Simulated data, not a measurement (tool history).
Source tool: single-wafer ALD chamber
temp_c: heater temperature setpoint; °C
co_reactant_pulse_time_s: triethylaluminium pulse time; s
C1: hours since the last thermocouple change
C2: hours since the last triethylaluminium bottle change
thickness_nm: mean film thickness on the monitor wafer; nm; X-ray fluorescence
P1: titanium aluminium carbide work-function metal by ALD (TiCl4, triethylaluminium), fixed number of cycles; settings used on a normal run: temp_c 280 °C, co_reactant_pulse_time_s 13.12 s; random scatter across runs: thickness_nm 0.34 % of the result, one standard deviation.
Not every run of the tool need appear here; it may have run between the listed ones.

{"run": 1, "hour": 5.0, "temp_c": 280, "co_reactant_pulse_time_s": 13.12, "C1": 347.6, "C2": 918.2, "thickness_nm": 1.828}
{"run": 2, "hour": 12.6, "temp_c": 268, "co_reactant_pulse_time_s": 20.61, "C1": 355.2, "C2": 925.8, "thickness_nm": 1.7524}
{"run": 3, "hour": 22.0, "temp_c": 280, "co_reactant_pulse_time_s": 4.31, "C1": 364.6, "C2": 935.2, "thickness_nm": 1.4256}
{"run": 4, "hour": 29.1, "temp_c": 280, "co_reactant_pulse_time_s": 13.12, "C1": 371.7, "C2": 942.3, "thickness_nm": 1.8179}
{"run": 5, "hour": 35.1, "temp_c": 280, "co_reactant_pulse_time_s": 13.12, "C1": 377.7, "C2": 948.3, "thickness_nm": 1.8324}
{"run": 6, "hour": 41.8, "temp_c": 280, "co_reactant_pulse_time_s": 13.12, "C1": 384.4, "C2": 955.0, "thickness_nm": 1.8214}
{"run": 7, "hour": 50.8, "temp_c": 280, "co_reactant_pulse_time_s": 13.12, "C1": 393.4, "C2": 964.0, "thickness_nm": 1.8295}
{"run": 8, "hour": 58.9, "temp_c": 255, "co_reactant_pulse_time_s": 13.12, "C1": 401.5, "C2": 972.1, "thickness_nm": 1.6225}
{"run": 9, "hour": 66.3, "temp_c": 280, "co_reactant_pulse_time_s": 19.18, "C1": 408.9, "C2": 979.5, "thickness_nm": 1.8506}
{"run": 10, "hour": 72.6, "temp_c": 296, "co_reactant_pulse_time_s": 21.13, "C1": 415.2, "C2": 985.8, "thickness_nm": 1.9826}
{"run": 11, "hour": 79.3, "temp_c": 293, "co_reactant_pulse_time_s": 13.12, "C1": 421.9, "C2": 992.5, "thickness_nm": 1.9389}
{"run": 12, "hour": 85.0, "temp_c": 280, "co_reactant_pulse_time_s": 13.12, "C1": 427.6, "C2": 998.2, "thickness_nm": 1.8249}
{"hour": 88.4, "done": "triethylaluminium bottle replaced"}
{"run": 13, "hour": 91.1, "temp_c": 280, "co_reactant_pulse_time_s": 13.12, "C1": 433.7, "C2": 2.8, "thickness_nm": 1.8299}
{"run": 14, "hour": 99.6, "temp_c": 280, "co_reactant_pulse_time_s": 13.12, "C1": 442.2, "C2": 11.3, "thickness_nm": 1.8182}
{"run": 15, "hour": 108.2, "temp_c": 280, "co_reactant_pulse_time_s": 13.12, "C1": 450.8, "C2": 19.9, "thickness_nm": 1.8199}
{"run": 16, "hour": 117.2, "temp_c": 280, "co_reactant_pulse_time_s": 13.12, "C1": 459.8, "C2": 28.9, "thickness_nm": 1.8119}
{"run": 17, "hour": 122.1, "temp_c": 280, "co_reactant_pulse_time_s": 13.12, "C1": 464.7, "C2": 33.8, "thickness_nm": 1.8005}
{"run": 18, "hour": 129.8, "temp_c": 280, "co_reactant_pulse_time_s": 13.12, "C1": 472.4, "C2": 41.5, "thickness_nm": 1.8005}
{"run": 19, "hour": 137.4, "temp_c": 280, "co_reactant_pulse_time_s": 13.12, "C1": 480.0, "C2": 49.1, "thickness_nm": 1.7835}
{"run": 20, "hour": 142.0, "temp_c": 280, "co_reactant_pulse_time_s": 13.12, "C1": 484.6, "C2": 53.7, "thickness_nm": 1.797}

The log shows P1 creeping away from where it was. Any of the 2 causes listed here, at the size stated for it, fits the log just as well as the others:
A: triethylaluminium dose below that of a fresh bottle (%) = 21
B: wafer temperature below the value expected at the setpoint (K) = 3.73
The onset of the drift is placed at about hour 99.6.

4 check runs are offered, one wafer each, their results left as question marks. Which one tells the causes apart?
{"run": "check 1", "hour": 146.6, "temp_c": 270, "co_reactant_pulse_time_s": 13.12, "thickness_nm": "?"}
{"run": "check 2", "hour": 146.6, "temp_c": 265, "co_reactant_pulse_time_s": 6.48, "thickness_nm": "?"}
{"run": "check 3", "hour": 146.6, "temp_c": 271, "co_reactant_pulse_time_s": 13.12, "thickness_nm": "?"}
{"run": "check 4", "hour": 146.6, "temp_c": 260, "co_reactant_pulse_time_s": 13.12, "thickness_nm": "?"}

Predicted outcomes, by check and by cause:
check=check_1 result=thickness_nm if_A=1.7109 if_B=1.7098
check=check_2 result=thickness_nm if_A=1.4238 if_B=1.5058
check=check_3 result=thickness_nm if_A=1.7192 if_B=1.7182
check=check_4 result=thickness_nm if_A=1.6286 if_B=1.6265
Smallest distance between any two causes, each pair judged by its most separating result, in per cent: check 1 0.06 %; check 2 5.6 %; check 3 0.06 %; check 4 0.13 %
Of the check runs offered, only check 2 discriminates between the causes; the rest would read about the same regardless of which cause applies.

Then check 2 was run and gave: thickness_nm 1.4300 nm. Which cause is it?

The correct cause is A, namely: triethylaluminium dose below that of a fresh bottle (%).
